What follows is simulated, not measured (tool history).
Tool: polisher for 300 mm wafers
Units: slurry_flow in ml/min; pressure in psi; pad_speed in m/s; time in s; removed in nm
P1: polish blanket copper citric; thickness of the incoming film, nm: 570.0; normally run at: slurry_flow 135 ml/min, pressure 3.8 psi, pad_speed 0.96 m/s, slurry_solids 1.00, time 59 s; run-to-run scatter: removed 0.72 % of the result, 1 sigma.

| run | hour | slurry_flow | pressure | pad_speed | slurry_solids | time | removed |
|---|---|---|---|---|---|---|---|
| 1 | 12.9 | 135 | 3.8 | 0.96 | 1.00 | 59 | 183.900 |
| 2 | 26.5 | 135 | 3.8 | 0.96 | 1.00 | 84 | 260.680 |
| 3 | 36.2 | 190 | 3.8 | 0.96 | 1.00 | 83 | 274.180 |
|  | 38.1 | slurry blender recalibrated |
| 4 | 43.8 | 180 | 3.8 | 1.28 | 1.00 | 59 | 253.080 |
| 5 | 50.9 | 135 | 3.8 | 0.96 | 1.00 | 27 | 84.371 |
| 6 | 59.9 | 80 | 3.8 | 0.96 | 1.00 | 59 | 160.660 |
| 7 | 72.6 | 135 | 3.8 | 1.26 | 1.00 | 59 | 238.430 |
| 8 | 85.9 | 135 | 3.8 | 0.96 | 1.00 | 59 | 183.350 |
| 9 | 97.3 | 135 | 3.8 | 0.96 | 0.70 | 59 | 171.190 |
| 10 | 109.8 | 135 | 5.5 | 0.96 | 1.00 | 59 | 266.650 |
| 11 | 115.9 | 135 | 3.8 | 0.96 | 1.00 | 59 | 183.240 |
| 12 | 128.2 | 135 | 3.8 | 0.52 | 1.00 | 59 | 100.440 |
| 13 | 139.8 | 135 | 3.8 | 0.96 | 1.45 | 59 | 198.330 |
| 14 | 150.6 | 180 | 3.8 | 0.96 | 1.00 | 59 | 189.370 |
| 15 | 162.7 | 135 | 3.8 | 0.96 | 0.55 | 41 | 113.100 |
| 16 | 172.6 | 135 | 1.8 | 0.96 | 1.00 | 59 | 87.890 |
| 17 | 182.8 | 135 | 3.8 | 0.96 | 1.00 | 59 | 184.600 |
| 18 | 194.7 | 135 | 3.8 | 0.96 | 1.00 | 59 | 183.920 |
| 19 | 203.6 | 135 | 3.8 | 0.96 | 1.00 | 59 | 181.250 |
| 20 | 210.0 | 135 | 3.8 | 0.96 | 1.00 | 59 | 183.610 |
| 21 | 217.2 | 135 | 3.8 | 0.96 | 1.00 | 59 | 176.690 |
| 22 | 226.2 | 135 | 3.8 | 0.96 | 1.00 | 59 | 168.150 |
|  | 232.4 | slurry blender recalibrated |
| 23 | 237.0 | 135 | 3.8 | 0.96 | 1.00 | 59 | 167.880 |
|  | 240.9 | head pressure recalibrated |
| 24 | 244.4 | 135 | 3.8 | 0.96 | 1.00 | 59 | 168.350 |
| 25 | 256.2 | 135 | 3.8 | 0.96 | 1.00 | 59 | 166.260 |
| 26 | 266.0 | 135 | 3.8 | 0.96 | 1.00 | 59 | 164.570 |

What P1 gives has crept away from where it was. These 2 causes fit the log equally well, each at the size given:
A: removal rate lost through wear of the pad, % = 10.1
B: slurry flow missing at the pad, % = 36.6
The creep began at about hour 210.0.
Why every other cause is out:
head's pressure below its setpoint, %: serviced at hour 240.9, which brought nothing back
abrasive missing from the slurry, %: serviced at hour 232.4, which brought nothing back

4 check runs are offered, each on 3 wafers whose results are averaged, their results left as question marks. Which one tells the causes apart?
| check 1 | 275.8 | 135 | 3.0 | 1.18 | 1.00 | 59 | ? |
| check 2 | 275.8 | 135 | 2.0 | 0.96 | 1.45 | 59 | ? |
| check 3 | 275.8 | 100 | 3.8 | 0.96 | 0.80 | 59 | ? |
| check 4 | 275.8 | 135 | 4.9 | 0.96 | 1.00 | 59 | ? |

What each check would give under each cause:
| check | result | if A | if B |
|---|---|---|---|
| check 1 | removed | 159.700 | 159.680 |
| check 2 | removed | 95.583 | 95.571 |
| check 3 | removed | 146.980 | 142.370 |
| check 4 | removed | 211.140 | 211.120 |
How far apart the two closest causes lie, in the result that separates them most: check 1 0.01 %; check 2 0.01 %; check 3 3.19 %; check 4 0.01 %
Check 3 tells the causes apart: in the others they would give nearly the same result.

Then check 3 was run and gave: removed 147.170 nm. Which cause is it?

It is A: removal rate lost through wear of the pad, %.
